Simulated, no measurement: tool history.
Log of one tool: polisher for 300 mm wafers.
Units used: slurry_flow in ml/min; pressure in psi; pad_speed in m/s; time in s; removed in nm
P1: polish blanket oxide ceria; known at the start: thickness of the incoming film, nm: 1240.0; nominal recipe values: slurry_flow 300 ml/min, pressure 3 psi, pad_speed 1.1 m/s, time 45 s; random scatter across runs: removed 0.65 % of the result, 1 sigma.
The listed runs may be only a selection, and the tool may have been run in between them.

run,hour,slurry_flow,pressure,pad_speed,time,wafers polished on this pad,hours since the slurry nozzle was cleaned,hours since the head pressure was calibrated,removed
1,12.5,300,3,1.1,45,277,70.8,947.5,175.42
2,20.4,300,3,0.6,45,338,78.7,955.4,95.971
3,31.2,300,3,1.1,65,421,89.5,966.2,258.64
4,42.6,410,3,1.1,45,508,100.9,977.6,181.08
5,50.3,430,4.1,1.1,45,567,108.6,985.3,247.75
6,60.7,300,4.2,1.1,45,647,119,995.7,245.94
7,72.2,300,3,1.1,25,735,130.5,1007.2,99.126
8,78,300,1.5,1.1,45,780,136.3,1013,89.341
9,90.4,180,3,1.1,45,875,148.7,1025.4,168.19
10,97.1,420,3,1.1,68,926,155.4,1032.1,277.57
11,108.6,300,3,1.1,45,1014,166.9,1043.6,177.31
12,119.3,300,3,1.1,45,1096,177.6,1054.3,177.52
13,125.6,300,3,1.58,45,1145,183.9,1060.6,252.32
14,136.9,300,3,1.1,45,1231,195.2,1071.9,177.83
15,143.8,300,1.7,0.82,45,1284,202.1,1078.8,74.678
16,153.4,300,3,1.1,45,1358,211.7,1088.4,177.42
17,165.8,300,3,1.1,45,1453,224.1,1100.8,172.09
18,177.6,300,3,1.1,45,1544,235.9,1112.6,169.37
19,188.3,300,3,1.1,45,1626,246.6,1123.3,166.66
20,198,300,3,1.1,45,1700,256.3,1133,167.4
# hour 199.1: worn pad replaced by a new one
21,210.3,300,3,1.1,45,86,268.6,1145.3,167.65

Run 22 comes next. What will it give?
22,222.9,300,3,1.1,45,182,281.2,1157.9,?

{"run 22": {"removed": 168.5}}
